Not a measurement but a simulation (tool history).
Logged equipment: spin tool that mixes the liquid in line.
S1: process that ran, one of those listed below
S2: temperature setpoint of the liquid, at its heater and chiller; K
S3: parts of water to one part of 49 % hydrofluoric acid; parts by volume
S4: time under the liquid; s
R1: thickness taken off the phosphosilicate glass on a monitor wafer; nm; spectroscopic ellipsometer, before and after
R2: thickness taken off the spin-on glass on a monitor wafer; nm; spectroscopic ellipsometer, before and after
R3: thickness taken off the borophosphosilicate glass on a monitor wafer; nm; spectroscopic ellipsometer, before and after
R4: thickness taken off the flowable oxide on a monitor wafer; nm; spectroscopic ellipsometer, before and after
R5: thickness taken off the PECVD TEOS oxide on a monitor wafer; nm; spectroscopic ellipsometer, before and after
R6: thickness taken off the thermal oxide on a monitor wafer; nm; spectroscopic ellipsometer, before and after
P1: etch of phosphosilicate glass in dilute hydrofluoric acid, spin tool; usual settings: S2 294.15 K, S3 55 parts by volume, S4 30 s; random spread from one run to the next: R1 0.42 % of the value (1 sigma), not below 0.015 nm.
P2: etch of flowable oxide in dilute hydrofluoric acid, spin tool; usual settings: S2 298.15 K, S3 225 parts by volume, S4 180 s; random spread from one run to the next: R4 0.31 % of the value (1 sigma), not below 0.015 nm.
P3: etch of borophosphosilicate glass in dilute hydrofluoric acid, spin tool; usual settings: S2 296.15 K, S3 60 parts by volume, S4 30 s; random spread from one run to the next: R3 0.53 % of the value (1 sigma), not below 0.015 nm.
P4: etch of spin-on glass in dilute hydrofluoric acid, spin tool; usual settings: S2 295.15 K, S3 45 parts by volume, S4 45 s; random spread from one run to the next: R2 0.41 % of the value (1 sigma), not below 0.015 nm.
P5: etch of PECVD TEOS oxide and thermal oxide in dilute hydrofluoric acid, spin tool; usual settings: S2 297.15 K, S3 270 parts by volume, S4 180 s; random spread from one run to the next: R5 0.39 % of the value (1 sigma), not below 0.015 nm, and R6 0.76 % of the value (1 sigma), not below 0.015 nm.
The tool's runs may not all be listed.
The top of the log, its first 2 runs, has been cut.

run    day  S1      S2   S3   S4      R1      R2      R3      R4       R5       R6
  3  0.625  P4  295.15   45   15          14.467
  4  0.796  P1  294.15   55   60  75.394
  5  0.988  P3  296.15   60   30                  34.433
  6  1.133  P4  295.15   65   45          29.385
  7    1.4  P1  294.15   55   30  37.768
  8  1.529  P1  294.15   25   30  86.139
  9  1.742  P3  291.15   60   30                  28.126
 10  1.942  P1  290.15   55   30  31.811
 11  2.212  P3  296.15   60   15                  17.168
 12  2.475  P2  291.65  225  180                          26.614
 13    2.7  P1  290.15   55   15  15.857
 14  2.917  P3  296.15   95   30                  20.863
 15  3.046  P5  301.15  270  180                                   10.192   3.0619
 16  3.242  P5  297.15  270   15                                  0.73798  0.23902
 17  3.475  P1  294.15   85   30   23.44
 18  3.617  P1  294.15   55   30  37.614
 19  3.883  P1  294.15   55   15  18.898
 20  4.158  P2  298.15  225  180                          33.903
 21  4.392  P5  297.15  270  180                                   8.7605   2.6699
 22  4.658  P1  299.15   35   30  74.726
 23  4.908  P4  290.15   45   45          34.995
 24  5.129  P1  294.15   25   15  43.028
 25  5.304  P4  295.15   45   45          43.124
 26  5.525  P5  297.15   50  180                                   61.647   18.564
 27   5.65  P2  298.15  225  340                           64.29

The next listed run, before its measurement:
 28  5.821  P5  297.15  270  180                   ?   ?

Run 28 measured R5 8.8528 nm, R6 2.6716 nm.
